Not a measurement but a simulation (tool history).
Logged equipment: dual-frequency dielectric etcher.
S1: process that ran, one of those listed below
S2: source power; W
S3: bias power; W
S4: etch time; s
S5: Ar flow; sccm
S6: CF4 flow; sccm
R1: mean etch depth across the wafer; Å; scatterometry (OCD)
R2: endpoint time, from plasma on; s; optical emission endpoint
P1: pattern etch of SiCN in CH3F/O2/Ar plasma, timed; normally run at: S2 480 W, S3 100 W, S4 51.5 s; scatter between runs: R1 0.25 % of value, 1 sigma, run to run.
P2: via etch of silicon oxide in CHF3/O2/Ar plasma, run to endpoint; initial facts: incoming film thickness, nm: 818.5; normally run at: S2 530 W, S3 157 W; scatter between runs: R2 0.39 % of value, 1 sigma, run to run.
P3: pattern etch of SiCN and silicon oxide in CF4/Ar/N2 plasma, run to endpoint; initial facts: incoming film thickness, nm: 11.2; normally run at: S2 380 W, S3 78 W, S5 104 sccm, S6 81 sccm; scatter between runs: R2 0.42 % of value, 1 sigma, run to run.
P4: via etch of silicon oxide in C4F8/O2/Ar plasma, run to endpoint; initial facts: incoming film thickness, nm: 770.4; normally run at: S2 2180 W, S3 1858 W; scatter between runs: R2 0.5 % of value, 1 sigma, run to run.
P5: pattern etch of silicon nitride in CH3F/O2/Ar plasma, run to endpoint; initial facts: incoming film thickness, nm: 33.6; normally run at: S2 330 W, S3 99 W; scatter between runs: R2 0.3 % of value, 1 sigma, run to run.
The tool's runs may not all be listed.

{"run": 1, "hour": 14.7, "S1": "P1", "S2": 480, "S3": 100, "S4": 51.5, "R1": 237.2}
{"run": 2, "hour": 29.3, "S1": "P3", "S2": 380, "S3": 78, "S5": 104, "S6": 81, "R2": 14.262}
{"run": 3, "hour": 41.5, "S1": "P1", "S2": 390, "S3": 131, "S4": 51.5, "R1": 244.34}
{"run": 4, "hour": 55.9, "S1": "P1", "S2": 480, "S3": 100, "S4": 51.5, "R1": 237.27}
{"run": 5, "hour": 70.0, "S1": "P1", "S2": 480, "S3": 100, "S4": 29.5, "R1": 135.5}
{"run": 6, "hour": 79.3, "S1": "P3", "S2": 380, "S3": 78, "S5": 104, "S6": 57, "R2": 15.042}
{"run": 7, "hour": 87.7, "S1": "P1", "S2": 480, "S3": 100, "S4": 51.5, "R1": 237.43}
{"run": 8, "hour": 101.2, "S1": "P3", "S2": 380, "S3": 46, "S5": 104, "S6": 81, "R2": 16.857}
{"run": 9, "hour": 108.1, "S1": "P2", "S2": 340, "S3": 157, "R2": 536}
{"run": 10, "hour": 115.3, "S1": "P1", "S2": 670, "S3": 100, "S4": 51.5, "R1": 267.99}
{"run": 11, "hour": 124.3, "S1": "P2", "S2": 530, "S3": 96, "R2": 524.46}
{"run": 12, "hour": 139.7, "S1": "P1", "S2": 480, "S3": 100, "S4": 51.5, "R1": 236.4}
{"run": 13, "hour": 149.7, "S1": "P5", "S2": 460, "S3": 99, "R2": 40.376}
{"hour": 154.3, "done": "bias power generator calibrated"}
{"run": 14, "hour": 160.1, "S1": "P4", "S2": 2180, "S3": 1306, "R2": 158.02}
{"run": 15, "hour": 167.0, "S1": "P3", "S2": 380, "S3": 78, "S5": 68, "S6": 81, "R2": 13.474}
{"hour": 174.8, "done": "wet clean of the chamber"}
{"run": 16, "hour": 179.7, "S1": "P4", "S2": 1330, "S3": 1858, "R2": 174.85}
{"run": 17, "hour": 191.2, "S1": "P4", "S2": 2180, "S3": 1858, "R2": 143.75}
{"run": 18, "hour": 202.0, "S1": "P1", "S2": 330, "S3": 100, "S4": 51.5, "R1": 206.54}
{"run": 19, "hour": 211.5, "S1": "P3", "S2": 520, "S3": 78, "S5": 104, "S6": 81, "R2": 10.81}
{"run": 20, "hour": 221.1, "S1": "P1", "S2": 480, "S3": 135, "S4": 70.5, "R1": 363.13}
{"run": 21, "hour": 228.0, "S1": "P5", "S2": 330, "S3": 99, "R2": 45.689}
{"run": 22, "hour": 239.4, "S1": "P1", "S2": 480, "S3": 100, "S4": 51.5, "R1": 236.87}
{"run": 23, "hour": 251.9, "S1": "P1", "S2": 480, "S3": 139, "S4": 69.5, "R1": 362.05}
{"run": 24, "hour": 264.8, "S1": "P1", "S2": 480, "S3": 100, "S4": 75, "R1": 346.36}
{"run": 25, "hour": 274.8, "S1": "P1", "S2": 480, "S3": 141, "S4": 51.5, "R1": 271.26}
{"run": 26, "hour": 283.2, "S1": "P1", "S2": 480, "S3": 100, "S4": 51.5, "R1": 236.53}
{"run": 27, "hour": 293.4, "S1": "P5", "S2": 330, "S3": 132, "R2": 41.12}
{"run": 28, "hour": 303.1, "S1": "P2", "S2": 530, "S3": 157, "R2": 451.1}
{"run": 29, "hour": 316.2, "S1": "P1", "S2": 480, "S3": 66, "S4": 51.5, "R1": 204.31}
{"run": 30, "hour": 324.2, "S1": "P1", "S2": 480, "S3": 100, "S4": 51.5, "R1": 237.19}
{"run": 31, "hour": 334.0, "S1": "P1", "S2": 480, "S3": 100, "S4": 51.5, "R1": 235.68}
{"run": 32, "hour": 346.7, "S1": "P1", "S2": 480, "S3": 100, "S4": 51.5, "R1": 234.96}
{"run": 33, "hour": 361.2, "S1": "P1", "S2": 480, "S3": 100, "S4": 51.5, "R1": 235.67}
{"run": 34, "hour": 368.2, "S1": "P1", "S2": 480, "S3": 100, "S4": 51.5, "R1": 234.5}
{"hour": 382.7, "done": "wet clean of the chamber"}
{"run": 35, "hour": 383.7, "S1": "P1", "S2": 480, "S3": 100, "S4": 51.5, "R1": 234.43}
{"run": 36, "hour": 394.5, "S1": "P1", "S2": 480, "S3": 100, "S4": 51.5, "R1": 234.06}
{"run": 37, "hour": 407.1, "S1": "P1", "S2": 480, "S3": 100, "S4": 51.5, "R1": 234.53}
{"run": 38, "hour": 414.7, "S1": "P1", "S2": 480, "S3": 100, "S4": 51.5, "R1": 233.95}
{"run": 39, "hour": 424.9, "S1": "P1", "S2": 480, "S3": 100, "S4": 51.5, "R1": 232.97}

What P1 gives has crept off from where it sat before. The 2 causes that follow fit the log equally well, each at the size noted:
A: bias power that arrives under what is set, % = 3.38
B: source power that arrives under what is set, % = 3.4
At approximately hour 324.2, the process output began to creep.
Excluded causes, each with its reason:
chamber walls in a state that lowers the etch rate, %: was serviced at hour 382.7, once the creep was under way, yet the earlier output never came back

4 check runs are offered, each on 3 wafers whose results are averaged, their results left as question marks. Which one tells the causes apart?
{"run": "check 1", "hour": 435.1, "S1": "P5", "S2": 460, "S3": 99, "R2": "?"}
{"run": "check 2", "hour": 435.1, "S1": "P2", "S2": 370, "S3": 107, "R2": "?"}
{"run": "check 3", "hour": 435.1, "S1": "P3", "S2": 500, "S3": 59, "S5": 104, "S6": 81, "R2": "?"}
{"run": "check 4", "hour": 435.1, "S1": "P4", "S2": 1560, "S3": 1858, "R2": "?"}

What each check would give under each cause:
check=check_1 result=R2 if_A=40.983 if_B=41.003
check=check_2 result=R2 if_A=592.9 if_B=594.59
check=check_3 result=R2 if_A=12.399 if_B=12.649
check=check_4 result=R2 if_A=165.75 if_B=166.41
How far apart the two closest causes lie, in the result that separates them most: check 1 0.05 %; check 2 0.29 %; check 3 2 %; check 4 0.4 %
Only check 3 tells the causes apart: in the others they would give nearly the same result.

Check 3 was then run and gave: R2 12.373 s. Which cause is it?

A is the cause: bias power that arrives under what is set, %.

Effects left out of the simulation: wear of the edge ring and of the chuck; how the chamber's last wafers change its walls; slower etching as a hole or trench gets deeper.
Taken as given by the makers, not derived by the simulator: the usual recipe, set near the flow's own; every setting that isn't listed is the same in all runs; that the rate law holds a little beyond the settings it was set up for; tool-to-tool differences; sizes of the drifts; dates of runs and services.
